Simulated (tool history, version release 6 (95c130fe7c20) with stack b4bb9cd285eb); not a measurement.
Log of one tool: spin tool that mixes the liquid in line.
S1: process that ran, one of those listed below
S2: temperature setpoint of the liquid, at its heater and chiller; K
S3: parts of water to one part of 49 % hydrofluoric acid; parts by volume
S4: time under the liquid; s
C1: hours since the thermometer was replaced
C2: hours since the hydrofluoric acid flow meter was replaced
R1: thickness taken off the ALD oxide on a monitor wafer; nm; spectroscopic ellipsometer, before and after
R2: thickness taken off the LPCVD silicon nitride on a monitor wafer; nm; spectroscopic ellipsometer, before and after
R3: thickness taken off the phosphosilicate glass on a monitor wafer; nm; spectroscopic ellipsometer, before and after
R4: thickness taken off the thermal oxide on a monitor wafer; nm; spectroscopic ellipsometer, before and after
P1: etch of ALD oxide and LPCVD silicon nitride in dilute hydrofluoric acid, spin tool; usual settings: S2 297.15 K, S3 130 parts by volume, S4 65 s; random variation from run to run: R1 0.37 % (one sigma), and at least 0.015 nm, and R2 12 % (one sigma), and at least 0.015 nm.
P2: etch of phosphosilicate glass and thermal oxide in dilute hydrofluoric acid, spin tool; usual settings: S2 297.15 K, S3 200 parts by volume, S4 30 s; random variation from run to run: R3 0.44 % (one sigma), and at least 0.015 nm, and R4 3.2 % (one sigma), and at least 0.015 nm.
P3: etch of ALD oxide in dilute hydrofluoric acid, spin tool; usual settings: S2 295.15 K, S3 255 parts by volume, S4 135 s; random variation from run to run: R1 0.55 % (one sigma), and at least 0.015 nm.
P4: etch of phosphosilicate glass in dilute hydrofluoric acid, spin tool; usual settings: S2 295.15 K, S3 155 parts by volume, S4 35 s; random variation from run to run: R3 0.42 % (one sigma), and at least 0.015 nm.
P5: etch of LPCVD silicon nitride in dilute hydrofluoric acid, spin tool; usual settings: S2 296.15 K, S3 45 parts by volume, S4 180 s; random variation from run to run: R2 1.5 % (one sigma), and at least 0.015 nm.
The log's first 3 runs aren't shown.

run,hour,S1,S2,S3,S4,C1,C2,R1,R2,R3,R4
4,47.8,P1,297.15,130,105,748.2,787.4,18.7940,0.37386,,
5,56.9,P2,297.15,295,30,757.3,796.5,,,7.7774,0.40228
6,67.2,P1,290.15,85,65,767.6,806.8,14.0530,0.20647,,
7,80.4,P4,295.15,155,35,780.8,820.0,,,11.6320,
8,87.9,P1,297.15,30,65,788.3,827.5,57.0000,0.89238,,
9,103.2,P4,290.15,155,35,803.6,842.8,,,9.5051,
10,112.0,P1,297.15,225,95,812.4,851.6,8.8633,0.14401,,
11,120.7,P3,295.15,35,135,821.1,860.3,37.5710,,,
12,134.9,P1,302.65,130,65,835.3,874.5,14.3670,0.33933,,
13,142.4,P5,296.15,65,180,842.8,882.0,,1.12140,,
14,154.4,P3,295.15,255,135,854.8,894.0,3.9960,,,
15,162.8,P3,295.15,255,205,863.2,902.4,6.1276,,,
16,170.2,P5,296.15,45,180,870.6,909.8,,1.62560,,
17,177.7,P4,295.15,155,15,878.1,917.3,,,4.9642,
18,187.2,P1,297.15,130,65,887.6,926.8,11.6070,0.17685,,
19,197.0,P5,296.15,45,55,897.4,936.6,,0.48248,,
# hour 200.1: thermometer replaced
20,204.4,P5,304.15,45,180,4.3,944.0,,2.81310,,
21,219.5,P2,297.15,200,55,19.4,959.1,,,23.3180,1.13990
22,227.9,P1,297.15,130,65,27.8,967.5,11.6190,0.22872,,
# hour 230.4: hydrofluoric acid flow meter replaced
23,240.2,P1,291.65,130,65,40.1,9.9,9.2915,0.16669,,
24,251.9,P3,302.65,255,135,51.8,21.6,5.1786,,,

Run 25 comes next. What will it give?
25,261.0,P2,297.15,200,30,60.9,30.7,,,?,?

Run 25 gave R3 12.8600 nm, R4 0.67722 nm.
